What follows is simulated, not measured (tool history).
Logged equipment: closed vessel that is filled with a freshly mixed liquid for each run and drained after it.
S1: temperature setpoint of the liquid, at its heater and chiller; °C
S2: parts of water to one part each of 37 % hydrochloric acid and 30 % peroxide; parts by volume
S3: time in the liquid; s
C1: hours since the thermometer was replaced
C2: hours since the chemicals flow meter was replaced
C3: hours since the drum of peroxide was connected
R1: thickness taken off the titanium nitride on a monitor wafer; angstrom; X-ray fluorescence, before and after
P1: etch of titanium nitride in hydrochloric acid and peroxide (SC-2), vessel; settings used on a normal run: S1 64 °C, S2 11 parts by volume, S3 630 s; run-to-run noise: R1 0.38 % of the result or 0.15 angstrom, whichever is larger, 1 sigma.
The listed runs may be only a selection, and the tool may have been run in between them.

{"run": 1, "day": 0.604, "S1": 64, "S2": 11, "S3": 630, "C1": 631.5, "C2": 231.1, "C3": 239.4, "R1": 197.94}
{"run": 2, "day": 0.95, "S1": 64, "S2": 19.5, "S3": 630, "C1": 639.8, "C2": 239.4, "C3": 247.7, "R1": 119.76}
{"run": 3, "day": 1.433, "S1": 52.5, "S2": 11, "S3": 630, "C1": 651.4, "C2": 251, "C3": 259.3, "R1": 96.18}
{"run": 4, "day": 2.154, "S1": 64, "S2": 11, "S3": 630, "C1": 668.7, "C2": 268.3, "C3": 276.6, "R1": 197.87}
{"run": 5, "day": 2.733, "S1": 64, "S2": 4, "S3": 630, "C1": 682.6, "C2": 282.2, "C3": 290.5, "R1": 426.43}
{"run": 6, "day": 3.3, "S1": 64, "S2": 11, "S3": 630, "C1": 696.2, "C2": 295.8, "C3": 304.1, "R1": 199.34}
{"run": 7, "day": 4.075, "S1": 72, "S2": 11, "S3": 630, "C1": 714.8, "C2": 314.4, "C3": 322.7, "R1": 321.52}
{"run": 8, "day": 4.721, "S1": 64, "S2": 17, "S3": 90, "C1": 730.3, "C2": 329.9, "C3": 338.2, "R1": 19.026}
{"run": 9, "day": 5.242, "S1": 57.5, "S2": 11, "S3": 370, "C1": 742.8, "C2": 342.4, "C3": 350.7, "R1": 77.604}
{"run": 10, "day": 5.879, "S1": 64, "S2": 11, "S3": 630, "C1": 758.1, "C2": 357.7, "C3": 366, "R1": 199}
{"day": 6.275, "done": "new drum of peroxide connected"}
{"run": 11, "day": 6.288, "S1": 64, "S2": 11, "S3": 225, "C1": 767.9, "C2": 367.5, "C3": 0.3, "R1": 70.6}
{"run": 12, "day": 7.0, "S1": 64, "S2": 11, "S3": 1075, "C1": 785, "C2": 384.6, "C3": 17.4, "R1": 341.24}
{"run": 13, "day": 7.575, "S1": 64, "S2": 11, "S3": 630, "C1": 798.8, "C2": 398.4, "C3": 31.2, "R1": 198.99}
{"run": 14, "day": 8.25, "S1": 64, "S2": 11, "S3": 630, "C1": 815, "C2": 414.6, "C3": 47.4, "R1": 197.6}
{"run": 15, "day": 8.721, "S1": 64, "S2": 11, "S3": 630, "C1": 826.3, "C2": 425.9, "C3": 58.7, "R1": 192.64}
{"run": 16, "day": 9.408, "S1": 64, "S2": 11, "S3": 630, "C1": 842.8, "C2": 442.4, "C3": 75.2, "R1": 188.13}
{"run": 17, "day": 9.846, "S1": 64, "S2": 11, "S3": 630, "C1": 853.3, "C2": 452.9, "C3": 85.7, "R1": 186.17}
{"day": 10.262, "done": "new drum of peroxide connected"}
{"run": 18, "day": 10.354, "S1": 64, "S2": 11, "S3": 630, "C1": 865.5, "C2": 465.1, "C3": 2.2, "R1": 184.13}
{"run": 19, "day": 10.796, "S1": 64, "S2": 11, "S3": 630, "C1": 876.1, "C2": 475.7, "C3": 12.8, "R1": 182.4}
{"run": 20, "day": 11.142, "S1": 64, "S2": 11, "S3": 630, "C1": 884.4, "C2": 484, "C3": 21.1, "R1": 181.49}
{"run": 21, "day": 11.883, "S1": 64, "S2": 11, "S3": 630, "C1": 902.2, "C2": 501.8, "C3": 38.9, "R1": 180.9}
{"run": 22, "day": 12.621, "S1": 64, "S2": 11, "S3": 630, "C1": 919.9, "C2": 519.5, "C3": 56.6, "R1": 180.29}
{"run": 23, "day": 13.071, "S1": 64, "S2": 11, "S3": 630, "C1": 930.7, "C2": 530.3, "C3": 67.4, "R1": 180.84}
{"run": 24, "day": 13.808, "S1": 64, "S2": 11, "S3": 630, "C1": 948.4, "C2": 548, "C3": 85.1, "R1": 179.27}

What P1 gives has crept away from where it was. These 2 causes fit the log equally well, each at the size given:
A: liquid colder than its thermometer reads (K) = 1.59
B: chemicals flow below the setpoint (%) = 10.8
At approximately day 8.25, the process output began to creep.
Each remaining cause and why it is not a fit:
peroxide weaker than its label (%): serviced at day 10.262, after the change had begun; the process did not return to its earlier output

Consider the 4 check runs below, whose results appear as question marks and each of which averages 2 wafers. Which one distinguishes the causes, in that each cause would give it a clearly different result?
{"run": "check 1", "day": 14.546, "S1": 55, "S2": 11, "S3": 345, "R1": "?"}
{"run": "check 2", "day": 14.546, "S1": 64, "S2": 17.5, "S3": 630, "R1": "?"}
{"run": "check 3", "day": 14.546, "S1": 64, "S2": 4, "S3": 630, "R1": "?"}
{"run": "check 4", "day": 14.546, "S1": 72, "S2": 11, "S3": 630, "R1": "?"}

How each check would come out, cause by cause:
check=check_1 result=R1 if_A=55.663 if_B=55.984
check=check_2 result=R1 if_A=120.05 if_B=119.41
check=check_3 result=R1 if_A=390.15 if_B=398.14
check=check_4 result=R1 if_A=291.93 if_B=290.71
Minimum pairwise separation of causes per check, each pair taken at its best-separating result: check 1 0.58 %; check 2 0.53 %; check 3 2.03 %; check 4 0.42 %
Only in check 3 would the causes give clearly different results; in the remaining checks their results would be nearly the same.

Running check 3 produced the following: R1 392.06 angstrom. Which one of the listed causes fits?

Of the candidate causes, it is A: liquid colder than its thermometer reads (K).

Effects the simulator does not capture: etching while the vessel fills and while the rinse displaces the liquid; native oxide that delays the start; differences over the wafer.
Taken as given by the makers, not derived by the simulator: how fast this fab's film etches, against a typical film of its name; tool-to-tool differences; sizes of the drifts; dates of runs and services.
